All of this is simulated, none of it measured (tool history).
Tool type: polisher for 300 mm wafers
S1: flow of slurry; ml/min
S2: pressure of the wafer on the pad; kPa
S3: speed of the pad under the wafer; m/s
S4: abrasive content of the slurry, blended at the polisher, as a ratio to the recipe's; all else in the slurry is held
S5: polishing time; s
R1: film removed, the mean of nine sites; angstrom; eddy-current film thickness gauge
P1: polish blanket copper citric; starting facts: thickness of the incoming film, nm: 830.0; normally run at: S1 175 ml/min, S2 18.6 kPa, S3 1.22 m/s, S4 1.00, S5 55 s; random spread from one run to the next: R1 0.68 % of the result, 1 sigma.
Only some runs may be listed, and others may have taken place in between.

{"run": 1, "hour": 13.7, "S1": 175, "S2": 18.6, "S3": 1.22, "S4": 1.0, "S5": 55, "R1": 1397.1}
{"hour": 20.2, "done": "head pressure recalibrated"}
{"run": 2, "hour": 22.7, "S1": 175, "S2": 18.6, "S3": 1.22, "S4": 1.0, "S5": 55, "R1": 1428.4}
{"hour": 30.3, "done": "slurry blender recalibrated"}
{"run": 3, "hour": 32.7, "S1": 175, "S2": 26.2, "S3": 1.22, "S4": 0.75, "S5": 55, "R1": 1882.3}
{"run": 4, "hour": 41.2, "S1": 175, "S2": 18.6, "S3": 0.86, "S4": 1.0, "S5": 55, "R1": 1004.8}
{"run": 5, "hour": 52.5, "S1": 175, "S2": 18.6, "S3": 1.22, "S4": 1.0, "S5": 55, "R1": 1430.6}
{"run": 6, "hour": 65.1, "S1": 175, "S2": 18.6, "S3": 1.22, "S4": 1.0, "S5": 55, "R1": 1414.4}
{"run": 7, "hour": 78.9, "S1": 175, "S2": 18.6, "S3": 1.22, "S4": 1.0, "S5": 34, "R1": 888.67}
{"hour": 80.0, "done": "worn pad replaced by a new one"}
{"run": 8, "hour": 86.4, "S1": 175, "S2": 18.6, "S3": 1.22, "S4": 0.55, "S5": 55, "R1": 1243.8}
{"run": 9, "hour": 95.8, "S1": 175, "S2": 18.6, "S3": 1.22, "S4": 1.0, "S5": 55, "R1": 1396.5}
{"run": 10, "hour": 104.5, "S1": 175, "S2": 18.6, "S3": 1.22, "S4": 1.2, "S5": 72, "R1": 1922.0}
{"run": 11, "hour": 113.7, "S1": 175, "S2": 18.6, "S3": 1.22, "S4": 1.4, "S5": 55, "R1": 1527.8}
{"run": 12, "hour": 120.5, "S1": 175, "S2": 27.6, "S3": 1.22, "S4": 1.0, "S5": 55, "R1": 2086.8}
{"hour": 128.5, "done": "slurry nozzle cleaned"}
{"run": 13, "hour": 129.9, "S1": 265, "S2": 18.6, "S3": 1.22, "S4": 1.0, "S5": 55, "R1": 1480.5}

Run 14 comes next. What will it give?
{"run": 14, "hour": 138.8, "S1": 175, "S2": 11.7, "S3": 1.22, "S4": 1.0, "S5": 55, "R1": "?"}

Run 14 gave R1 901.59 angstrom.
